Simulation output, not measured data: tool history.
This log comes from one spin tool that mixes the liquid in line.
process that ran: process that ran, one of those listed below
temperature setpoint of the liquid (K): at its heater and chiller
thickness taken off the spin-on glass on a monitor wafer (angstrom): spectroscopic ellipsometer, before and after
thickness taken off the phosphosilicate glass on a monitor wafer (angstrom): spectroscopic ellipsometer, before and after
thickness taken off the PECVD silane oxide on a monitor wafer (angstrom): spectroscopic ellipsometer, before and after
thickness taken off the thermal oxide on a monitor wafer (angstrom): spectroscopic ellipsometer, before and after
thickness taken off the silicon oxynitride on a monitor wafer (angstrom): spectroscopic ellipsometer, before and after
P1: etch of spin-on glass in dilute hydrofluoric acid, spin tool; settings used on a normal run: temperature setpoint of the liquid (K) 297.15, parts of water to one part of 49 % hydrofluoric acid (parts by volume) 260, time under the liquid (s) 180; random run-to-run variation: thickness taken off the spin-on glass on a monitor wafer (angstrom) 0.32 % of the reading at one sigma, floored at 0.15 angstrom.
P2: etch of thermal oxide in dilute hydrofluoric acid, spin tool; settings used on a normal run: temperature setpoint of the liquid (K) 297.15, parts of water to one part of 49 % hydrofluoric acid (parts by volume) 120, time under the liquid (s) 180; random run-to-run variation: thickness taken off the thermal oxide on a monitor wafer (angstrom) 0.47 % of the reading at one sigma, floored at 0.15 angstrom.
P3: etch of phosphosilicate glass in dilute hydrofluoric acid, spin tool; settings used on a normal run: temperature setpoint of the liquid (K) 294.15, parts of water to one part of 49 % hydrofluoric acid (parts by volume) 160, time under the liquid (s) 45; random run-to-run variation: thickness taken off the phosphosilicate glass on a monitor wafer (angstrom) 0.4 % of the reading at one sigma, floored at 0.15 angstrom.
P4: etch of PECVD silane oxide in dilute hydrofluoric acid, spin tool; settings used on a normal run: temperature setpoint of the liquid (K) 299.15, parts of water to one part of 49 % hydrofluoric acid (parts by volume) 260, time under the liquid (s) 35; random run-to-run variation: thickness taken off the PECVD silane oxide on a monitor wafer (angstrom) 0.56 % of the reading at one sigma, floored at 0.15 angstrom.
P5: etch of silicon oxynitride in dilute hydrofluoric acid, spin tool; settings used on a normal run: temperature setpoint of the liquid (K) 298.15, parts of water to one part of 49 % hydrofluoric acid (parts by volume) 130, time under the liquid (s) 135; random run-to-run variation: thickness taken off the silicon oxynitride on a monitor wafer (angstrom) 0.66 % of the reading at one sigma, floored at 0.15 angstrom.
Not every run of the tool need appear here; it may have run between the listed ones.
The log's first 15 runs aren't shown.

run   hour  process that ran  temperature setpoint of the liquid (K)  parts of water to one part of 49 % hydrofluoric acid (parts by volume)  time under the liquid (s)  hours since the thermometer was replaced  hours since the hydrofluoric acid flow meter was replaced  thickness taken off the spin-on glass on a monitor wafer (angstrom)  thickness taken off the phosphosilicate glass on a monitor wafer (angstrom)  thickness taken off the PECVD silane oxide on a monitor wafer (angstrom)  thickness taken off the thermal oxide on a monitor wafer (angstrom)  thickness taken off the silicon oxynitride on a monitor wafer (angstrom)
 16  159.6                P2                                  304.15                                                                     120                        180                                    1331.9                                                      862.3                                                                                                                                                                                                                                                                                           91.181
 17    168                P5                                  298.15                                                                     130                        135                                    1340.3                                                      870.7                                                                                                                                                                                                                                                                                                                                                                     40.701
 18  176.1                P1                                  297.15                                                                      70                        180                                    1348.4                                                      878.8                                                               1057.9
 19  187.6                P1                                  297.15                                                                     260                        180                                    1359.9                                                      890.3                                                               228.74
 20  197.7                P3                                  294.15                                                                     160                         75                                      1370                                                      900.4                                                                                                                                            356.44
 21  210.6                P1                                  297.15                                                                     260                        270                                    1382.9                                                      913.3                                                               342.92
 22    224                P3                                  294.15                                                                     160                         45                                    1396.3                                                      926.7                                                                                                                                            215.44
 23  231.3                P5                                  290.65                                                                     130                        135                                    1403.6                                                        934                                                                                                                                                                                                                                                                                                                                                                      28.12
 24  242.3                P2                                  297.15                                                                      75                        180                                    1414.6                                                        945                                                                                                                                                                                                                                                                                           118.47
 25  254.9                P5                                  298.15                                                                     130                        245                                    1427.2                                                      957.6                                                                                                                                                                                                                                                                                                                                                                     72.929
 26  268.4                P2                                  297.15                                                                     120                         15                                    1440.7                                                      971.1                                                                                                                                                                                                                                                                                           6.0148
 27  280.1                P5                                  298.15                                                                      55                        135                                    1452.4                                                      982.8                                                                                                                                                                                                                                                                                                                                                                     100.52
 28  290.5                P4                                  294.15                                                                     260                         35                                    1462.8                                                      993.2                                                                                                                                                                                                                      41.903
 29  297.1                P2                                  297.15                                                                     120                        180                                    1469.4                                                      999.8                                                                                                                                                                                                                                                                                           70.202
 30  307.6                P4                                  299.15                                                                     260                         35                                    1479.9                                                     1010.3                                                                                                                                                                                                                      50.081
 31  321.4                P1                                  297.15                                                                     260                        180                                    1493.7                                                     1024.1                                                               228.28
 32  331.8                P1                                  297.15                                                                     260                        180                                    1504.1                                                     1034.5                                                               229.16
 33  344.5                P1                                  297.15                                                                     260                        180                                    1516.8                                                     1047.2                                                               228.93
 34  353.2                P1                                  297.15                                                                     260                        180                                    1525.5                                                     1055.9                                                               233.74
 35  363.3                P1                                  297.15                                                                     260                        180                                    1535.6                                                       1066                                                               239.19
 36  373.1                P1                                  297.15                                                                     260                        180                                    1545.4                                                     1075.8                                                               240.02
 37  386.5                P1                                  297.15                                                                     260                        180                                    1558.8                                                     1089.2                                                               242.35
 38  395.7                P1                                  297.15                                                                     260                        180                                      1568                                                     1098.4                                                               244.91
 39  405.1                P1                                  297.15                                                                     260                        180                                    1577.4                                                     1107.8                                                               244.68
 40  418.7                P1                                  297.15                                                                     260                        180                                      1591                                                     1121.4                                                               245.13

Run 41 comes next. What will it give?
 41  424.8                P1                                  297.15                                                                     260                        180                                    1597.1                                                     1127.5                                                                    ?

Run 41 measured thickness taken off the spin-on glass on a monitor wafer (angstrom) 245.41.
